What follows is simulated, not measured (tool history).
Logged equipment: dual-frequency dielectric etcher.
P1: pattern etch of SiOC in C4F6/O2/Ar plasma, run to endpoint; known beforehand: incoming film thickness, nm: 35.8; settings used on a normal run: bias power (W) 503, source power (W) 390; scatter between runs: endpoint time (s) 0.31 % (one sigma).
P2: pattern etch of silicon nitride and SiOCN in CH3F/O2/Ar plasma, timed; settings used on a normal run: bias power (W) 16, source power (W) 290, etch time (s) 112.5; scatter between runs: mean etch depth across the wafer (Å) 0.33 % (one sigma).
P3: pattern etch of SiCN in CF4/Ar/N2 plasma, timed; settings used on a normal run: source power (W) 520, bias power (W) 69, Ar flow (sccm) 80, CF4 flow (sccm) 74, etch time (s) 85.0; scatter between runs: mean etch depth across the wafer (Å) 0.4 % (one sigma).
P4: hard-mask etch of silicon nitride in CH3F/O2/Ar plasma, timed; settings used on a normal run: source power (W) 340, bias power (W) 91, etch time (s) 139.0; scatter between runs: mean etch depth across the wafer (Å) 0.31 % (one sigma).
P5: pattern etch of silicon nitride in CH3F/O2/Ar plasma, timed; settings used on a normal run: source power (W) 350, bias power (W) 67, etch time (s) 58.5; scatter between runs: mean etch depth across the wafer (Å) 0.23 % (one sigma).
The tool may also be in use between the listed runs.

run	hour	process that ran	bias power (W)	source power (W)	Ar flow (sccm)	CF4 flow (sccm)	etch time (s)	hours since the last wet clean	hours since the last bias power generator calibration	hours since the last source power generator calibration	endpoint time (s)	mean etch depth across the wafer (Å)
1	16.1	P1	503	390				304.4	2521.7	536.2	11.808	
2	27.2	P3	69	700	80	74	85.0	315.5	2532.8	547.3		1092.800
3	37.7	P4	91	450			139.0	326.0	2543.3	557.8		1096.300
4	49.7	P4	74	340			139.0	338.0	2555.3	569.8		923.190
5	63.5	P2	9	290			112.5	351.8	2569.1	583.6		89.691
6	75.2	P2	16	290			112.5	363.5	2580.8	595.3		112.210
7	91.3	P1	390	510				379.6	2596.9	611.4	11.767	
8	106.4	P4	91	340			139.0	394.7	2612.0	626.5		992.200
9	116.1	P4	91	340			76.5	404.4	2621.7	636.2		546.460
10	132.9	P5	67	350			58.5	421.2	2638.5	653.0		390.940
11	149.2	P1	503	520				437.5	2654.8	669.3	10.582	
12	166.0	P1	503	390				454.3	2671.6	686.1	11.873	
13	182.1	P5	67	350			34.5	470.4	2687.7	702.2		230.400
14	196.1	P3	69	520	80	74	85.0	484.4	2701.7	716.2		839.770
15	208.0	P3	69	520	62	74	85.0	496.3	2713.6	728.1		868.860
16	224.0	P3	91	520	80	74	85.0	512.3	2729.6	744.1		919.780
17	234.3	P1	503	250				522.6	2739.9	754.4	13.936	
18	253.1	P1	503	390				541.4	2758.7	773.2	11.900	
19	261.7	P4	91	340			139.0	550.0	2767.3	781.8		993.860
20	274.3	P5	67	230			58.5	562.6	2779.9	794.4		334.150
21	289.1	P3	69	520	80	51	85.0	577.4	2794.7	809.2		793.540
22	299.9	P5	67	350			58.5	588.2	2805.5	820.0		391.890
23	316.1	P1	699	390				604.4	2821.7	836.2	10.390	
24	324.7	P3	69	520	80	74	85.0	613.0	2830.3	844.8		845.210
25	336.1	P2	16	190			112.5	624.4	2841.7	856.2		96.915
26	345.5	P3	69	520	80	74	117.5	633.8	2851.1	865.6		1161.900
27	358.2	P5	80	350			58.5	646.5	2863.8	878.3		417.940
28	377.3	P1	503	390				665.6	2882.9	897.4	11.778	
29	389.7	P1	503	390				678.0	2895.3	909.8	11.866	
30	405.8	P1	332	390				694.1	2911.4	925.9	13.832	
31	423.7	P2	16	290			160.5	712.0	2929.3	943.8		160.220
32	434.8	P1	503	390				723.1	2940.4	954.9	11.811	
33	452.4	P1	503	390				740.7	2958.0	972.5	11.944	
34	464.5	P1	503	390				752.8	2970.1	984.6	11.949	
35	474.3	P1	503	390				762.6	2979.9	994.4	11.995	
36	489.0	P1	503	390				777.3	2994.6	1009.1	12.025	
# hour 503.1: wet clean of the chamber
37	506.6	P1	503	390				3.6	3012.2	1026.7	11.950	
38	522.6	P1	503	390				19.6	3028.2	1042.7	12.011	
39	539.1	P1	503	390				36.1	3044.7	1059.2	12.005	
40	554.9	P1	503	390				51.9	3060.5	1075.0	12.003	
41	567.7	P1	503	390				64.7	3073.3	1087.8	12.060	
42	582.2	P1	503	390				79.2	3087.8	1102.3	12.067	

What P1 gives has crept away from where it was. These 2 causes fit the log equally well, each at the size given:
A: source power that arrives under what is set, % = 4.09
B: bias power that arrives under what is set, % = 4.04
The creep began at about hour 434.8.
The rest of the possible causes, and what rules out each one:
chamber walls in a state that lowers the etch rate, %: serviced at hour 503.1, after the drift had started, without restoring the earlier output

The 4 check runs listed below each average the results of 2 wafers, and their outcomes are marked with question marks. Under which run would the listed causes produce clearly different results?
check 1	596.7	P3	69	520	80	51	111.0					?
check 2	596.7	P4	91	430			80.0					?
check 3	596.7	P5	80	350			46.5					?
check 4	596.7	P2	16	210			158.5					?

What each check would give under each cause:
check	result	if A	if B
check 1	mean etch depth across the wafer (Å)	999.170	1021.900
check 2	mean etch depth across the wafer (Å)	613.630	614.170
check 3	mean etch depth across the wafer (Å)	326.050	326.420
check 4	mean etch depth across the wafer (Å)	138.950	138.490
Distance between the nearest two causes, measured in the result of the check that separates them most: check 1 2.25 %; check 2 0.09 %; check 3 0.11 %; check 4 0.33 %
Check 1 is the one run that separates the causes; every other check would come out nearly the same whichever cause is at work.

Then check 1 was run and gave: mean etch depth across the wafer (Å) 999.870. Which cause is it?

The correct cause is A, namely: source power that arrives under what is set, %.
